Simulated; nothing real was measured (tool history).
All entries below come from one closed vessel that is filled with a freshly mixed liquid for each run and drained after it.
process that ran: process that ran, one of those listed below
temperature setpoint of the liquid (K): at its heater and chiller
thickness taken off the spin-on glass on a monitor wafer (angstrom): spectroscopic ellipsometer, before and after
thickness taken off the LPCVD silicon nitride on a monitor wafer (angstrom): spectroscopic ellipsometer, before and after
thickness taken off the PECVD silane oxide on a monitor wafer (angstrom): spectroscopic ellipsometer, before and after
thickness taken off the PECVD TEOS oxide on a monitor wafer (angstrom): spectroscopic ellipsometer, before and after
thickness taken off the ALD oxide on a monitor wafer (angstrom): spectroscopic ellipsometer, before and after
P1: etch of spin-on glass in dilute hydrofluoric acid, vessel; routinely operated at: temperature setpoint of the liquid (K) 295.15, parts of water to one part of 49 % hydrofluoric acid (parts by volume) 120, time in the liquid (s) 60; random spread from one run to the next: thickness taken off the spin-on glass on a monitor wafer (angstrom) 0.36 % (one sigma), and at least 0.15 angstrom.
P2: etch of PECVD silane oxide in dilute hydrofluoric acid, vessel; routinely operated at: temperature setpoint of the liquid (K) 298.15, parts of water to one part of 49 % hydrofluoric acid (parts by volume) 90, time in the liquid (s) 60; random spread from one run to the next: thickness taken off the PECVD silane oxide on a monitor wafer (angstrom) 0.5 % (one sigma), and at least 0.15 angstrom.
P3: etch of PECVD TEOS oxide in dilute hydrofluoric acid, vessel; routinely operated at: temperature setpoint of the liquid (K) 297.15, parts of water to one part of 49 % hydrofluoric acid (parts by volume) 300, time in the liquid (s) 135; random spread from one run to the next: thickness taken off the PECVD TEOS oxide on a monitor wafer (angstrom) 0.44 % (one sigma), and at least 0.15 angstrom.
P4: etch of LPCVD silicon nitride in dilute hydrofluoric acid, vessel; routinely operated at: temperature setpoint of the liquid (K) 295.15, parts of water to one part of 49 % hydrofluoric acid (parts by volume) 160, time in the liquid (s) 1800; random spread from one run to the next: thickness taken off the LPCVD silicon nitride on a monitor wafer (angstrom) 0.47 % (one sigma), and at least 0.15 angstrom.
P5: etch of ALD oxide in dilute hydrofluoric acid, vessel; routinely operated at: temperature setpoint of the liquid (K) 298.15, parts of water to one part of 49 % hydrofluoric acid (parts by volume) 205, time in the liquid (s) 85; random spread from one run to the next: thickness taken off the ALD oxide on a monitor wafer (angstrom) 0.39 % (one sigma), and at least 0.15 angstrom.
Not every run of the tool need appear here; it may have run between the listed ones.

run,hour,process that ran,temperature setpoint of the liquid (K),parts of water to one part of 49 % hydrofluoric acid (parts by volume),time in the liquid (s),thickness taken off the spin-on glass on a monitor wafer (angstrom),thickness taken off the LPCVD silicon nitride on a monitor wafer (angstrom),thickness taken off the PECVD silane oxide on a monitor wafer (angstrom),thickness taken off the PECVD TEOS oxide on a monitor wafer (angstrom),thickness taken off the ALD oxide on a monitor wafer (angstrom)
1,6.2,P1,295.15,120,60,168.650,,,,
2,11.3,P4,295.15,250,1800,,33.343,,,
3,19.2,P2,298.15,90,60,,,274.85,,
4,24.1,P3,297.15,300,30,,,,18.170,
5,30.8,P3,297.15,300,135,,,,81.280,
6,34.5,P3,297.15,300,135,,,,81.651,
7,39.2,P1,295.15,120,60,168.620,,,,
8,44.8,P1,295.15,200,60,92.615,,,,
9,52.4,P3,297.15,475,135,,,,43.974,
10,56.7,P5,298.15,205,85,,,,,79.066
11,63.0,P2,304.65,90,60,,,348.70,,
12,70.4,P5,305.65,205,85,,,,,102.450
13,74.3,P1,295.15,35,60,639.000,,,,
14,81.4,P5,298.15,205,85,,,,,78.493
15,87.9,P1,295.15,120,30,84.614,,,,
16,91.6,P4,290.15,160,1800,,36.331,,,
17,98.6,P1,295.15,210,30,43.588,,,,
18,104.3,P1,295.15,120,60,168.000,,,,
19,108.4,P1,295.15,120,60,169.210,,,,
20,112.3,P1,290.15,120,60,137.950,,,,
21,118.1,P1,295.15,120,60,169.170,,,,
22,121.7,P1,295.15,120,95,268.990,,,,
23,128.6,P1,295.15,120,60,169.670,,,,
24,134.5,P1,303.15,120,60,229.810,,,,
25,141.8,P5,298.15,65,85,,,,,293.560
26,148.9,P4,295.15,160,3020,,86.259,,,
27,154.8,P2,298.15,90,115,,,526.62,,
28,159.0,P5,298.15,205,30,,,,,27.755
29,165.1,P4,295.15,160,1800,,51.357,,,
30,172.6,P3,290.15,300,135,,,,63.425,
31,178.1,P2,298.15,165,60,,,135.94,,
32,181.6,P1,295.15,120,60,167.650,,,,
33,189.4,P1,295.15,120,60,175.000,,,,
34,195.8,P1,295.15,120,60,176.540,,,,
35,202.6,P1,295.15,120,60,177.450,,,,
36,208.2,P1,295.15,120,60,178.240,,,,
37,213.8,P1,295.15,120,60,178.320,,,,
38,217.5,P1,295.15,120,60,179.730,,,,

The log shows P1 creeping away from where it was. Any of the 2 causes listed here, at the size stated for it, fits the log just as well as the others:
A: liquid hotter than its thermometer reads (K) = 1.45
B: hydrofluoric acid flow above the setpoint (%) = 5.18
The creep began at about hour 181.6.

Listed below are the offered check runs, one wafer per run, with question marks in place of results. For which of them would the causes give clearly different outcomes?
check 1,221.2,P2,298.15,155,60,,,?,,
check 2,221.2,P5,305.15,115,85,,,,,?
check 3,221.2,P3,290.65,300,135,,,,?,
check 4,221.2,P4,290.15,205,1800,,?,,,

If the cause were each of the candidates in turn, the checks would give the following:
check,result,if A,if B
check 1,thickness taken off the PECVD silane oxide on a monitor wafer (angstrom),155.19,155.99
check 2,thickness taken off the ALD oxide on a monitor wafer (angstrom),213.150,214.520
check 3,thickness taken off the PECVD TEOS oxide on a monitor wafer (angstrom),68.221,68.833
check 4,thickness taken off the LPCVD silicon nitride on a monitor wafer (angstrom),31.848,30.337
Per check, the gap between the least separated pair of causes, taken in the result that splits them most: check 1 0.51 %; check 2 0.64 %; check 3 0.89 %; check 4 4.86 %
Only check 4 tells the causes apart: in the others they would give nearly the same result.

Running check 4 produced the following: thickness taken off the LPCVD silicon nitride on a monitor wafer (angstrom) 30.527. Which one of the listed causes fits?

Of the candidate causes, it is B: hydrofluoric acid flow above the setpoint (%).
